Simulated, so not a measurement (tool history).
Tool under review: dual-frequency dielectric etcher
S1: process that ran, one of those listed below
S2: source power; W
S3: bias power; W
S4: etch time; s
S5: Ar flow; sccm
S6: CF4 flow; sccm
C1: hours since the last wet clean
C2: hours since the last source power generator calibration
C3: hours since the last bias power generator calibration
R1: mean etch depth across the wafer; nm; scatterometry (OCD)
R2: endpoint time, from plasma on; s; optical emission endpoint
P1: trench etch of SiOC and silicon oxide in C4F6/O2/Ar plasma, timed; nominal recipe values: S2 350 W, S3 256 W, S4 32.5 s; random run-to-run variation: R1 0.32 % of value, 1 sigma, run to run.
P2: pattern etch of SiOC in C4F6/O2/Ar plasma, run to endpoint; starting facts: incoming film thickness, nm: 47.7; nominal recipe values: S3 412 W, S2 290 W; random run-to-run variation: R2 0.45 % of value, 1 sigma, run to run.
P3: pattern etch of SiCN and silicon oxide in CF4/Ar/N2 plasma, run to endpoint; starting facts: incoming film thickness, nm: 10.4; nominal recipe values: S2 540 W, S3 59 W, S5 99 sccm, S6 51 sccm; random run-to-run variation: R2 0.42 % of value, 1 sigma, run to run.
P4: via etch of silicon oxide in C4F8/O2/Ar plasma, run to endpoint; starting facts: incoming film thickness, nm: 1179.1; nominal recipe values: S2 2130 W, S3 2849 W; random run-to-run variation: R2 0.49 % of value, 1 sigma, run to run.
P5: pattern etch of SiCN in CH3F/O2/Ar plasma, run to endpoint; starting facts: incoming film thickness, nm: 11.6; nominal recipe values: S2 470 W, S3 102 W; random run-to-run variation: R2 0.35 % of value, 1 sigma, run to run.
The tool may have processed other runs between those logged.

run	hour	S1	S2	S3	S4	S5	S6	C1	C2	C3	R1	R2
1	4.9	P1	350	256	32.5			273.1	656.5	1014.3	66.456	
2	8.6	P3	540	59		99	51	276.8	660.2	1018.0		12.049
3	11.0	P4	2130	2849				279.2	662.6	1020.4		203.790
4	14.2	P3	540	77		99	51	282.4	665.8	1023.6		10.986
5	17.0	P2	290	412				285.2	668.6	1026.4		19.078
6	21.7	P5	610	102				289.9	673.3	1031.1		22.930
7	25.8	P4	2130	2075				294.0	677.4	1035.2		224.430
8	30.7	P4	1440	2849				298.9	682.3	1040.1		237.690
9	34.3	P3	540	59		135	51	302.5	685.9	1043.7		12.803
10	39.3	P1	470	256	32.5			307.5	690.9	1048.7	74.406	
11	43.2	P1	350	341	32.5			311.4	694.8	1052.6	73.522	
12	47.9	P3	540	59		99	32	316.1	699.5	1057.3		13.162
13	51.5	P2	290	412				319.7	703.1	1060.9		19.160
14	54.4	P1	350	256	32.5			322.6	706.0	1063.8	67.070	
15	58.4	P1	350	256	32.5			326.6	710.0	1067.8	66.694	
16	61.8	P4	2130	2849				330.0	713.4	1071.2		202.330
17	66.3	P5	470	102				334.5	717.9	1075.7		25.084
18	68.9	P1	350	357	46.0			337.1	720.5	1078.3	106.100	
19	73.7	P1	280	256	32.5			341.9	725.3	1083.1	61.271	
# hour 77.8: wet clean of the chamber
20	77.8	P5	470	102				0.0	729.4	1087.2		25.252
21	81.3	P2	350	412				3.5	732.9	1090.7		17.869
22	85.9	P1	350	161	32.5			8.1	737.5	1095.3	57.048	
23	89.2	P2	290	545				11.4	740.8	1098.6		17.145
24	94.2	P1	350	256	40.0			16.4	745.8	1103.6	81.675	
25	98.4	P1	350	256	32.5			20.6	750.0	1107.8	66.916	
26	103.6	P3	400	59		99	51	25.8	755.2	1113.0		15.746
27	108.2	P5	470	121				30.4	759.8	1117.6		23.548
28	111.3	P1	290	256	21.5			33.5	762.9	1120.7	40.966	
29	114.4	P3	540	59		99	51	36.6	766.0	1123.8		12.075
30	118.4	P1	350	256	21.5			40.6	770.0	1127.8	44.095	
31	121.7	P1	350	256	32.5			43.9	773.3	1131.1	66.465	
32	125.5	P1	350	256	32.5			47.7	777.1	1134.9	67.298	
33	128.2	P1	350	256	32.5			50.4	779.8	1137.6	67.058	
34	130.5	P1	350	256	32.5			52.7	782.1	1139.9	67.268	
35	132.9	P1	350	256	32.5			55.1	784.5	1142.3	67.730	
36	137.6	P1	350	256	32.5			59.8	789.2	1147.0	67.465	
37	141.3	P1	350	256	32.5			63.5	792.9	1150.7	67.574	
# hour 142.3: wet clean of the chamber
38	145.6	P1	350	256	32.5			3.3	797.2	1155.0	67.298	
39	148.4	P1	350	256	32.5			6.1	800.0	1157.8	67.831	
40	152.4	P1	350	256	32.5			10.1	804.0	1161.8	67.916	
41	157.5	P1	350	256	32.5			15.2	809.1	1166.9	68.149	

Compared with where it was, what P1 gives has crept away. Each cause listed below fits the log as well as the rest, at the size given for it:
A: source power that arrives over what is set, % = 4.34
B: bias power that arrives over what is set, % = 4.81
The gradual shift began around hour 121.7.
Each remaining cause and why it is not a fit:
chamber walls in a state that raises the etch rate, %: serviced after onset, at hour 142.3, with no recovery of the prior output

Below are 4 check runs, each averaged over 2 wafers, with their results shown as question marks. Which of them would give clearly different results depending on which cause is behind the drift?
check 1	162.6	P5	470	102								?
check 2	162.6	P3	540	59		99	51					?
check 3	162.6	P4	2130	2849								?
check 4	162.6	P2	290	412								?

Predicted outcomes, by check and by cause:
check	result	if A	if B
check 1	R2	24.851	24.802
check 2	R2	11.617	11.872
check 3	R2	200.700	201.140
check 4	R2	18.860	18.829
Separation of the two closest causes in each check, using whichever result separates them best: check 1 0.2 %; check 2 2.17 %; check 3 0.22 %; check 4 0.17 %
Check 2 is the one run that separates the causes; every other check would come out nearly the same whichever cause is at work.

The results of check 2 are: R2 11.601 s. Based on these, which of the listed causes is it?

The cause is A: source power that arrives over what is set, %.
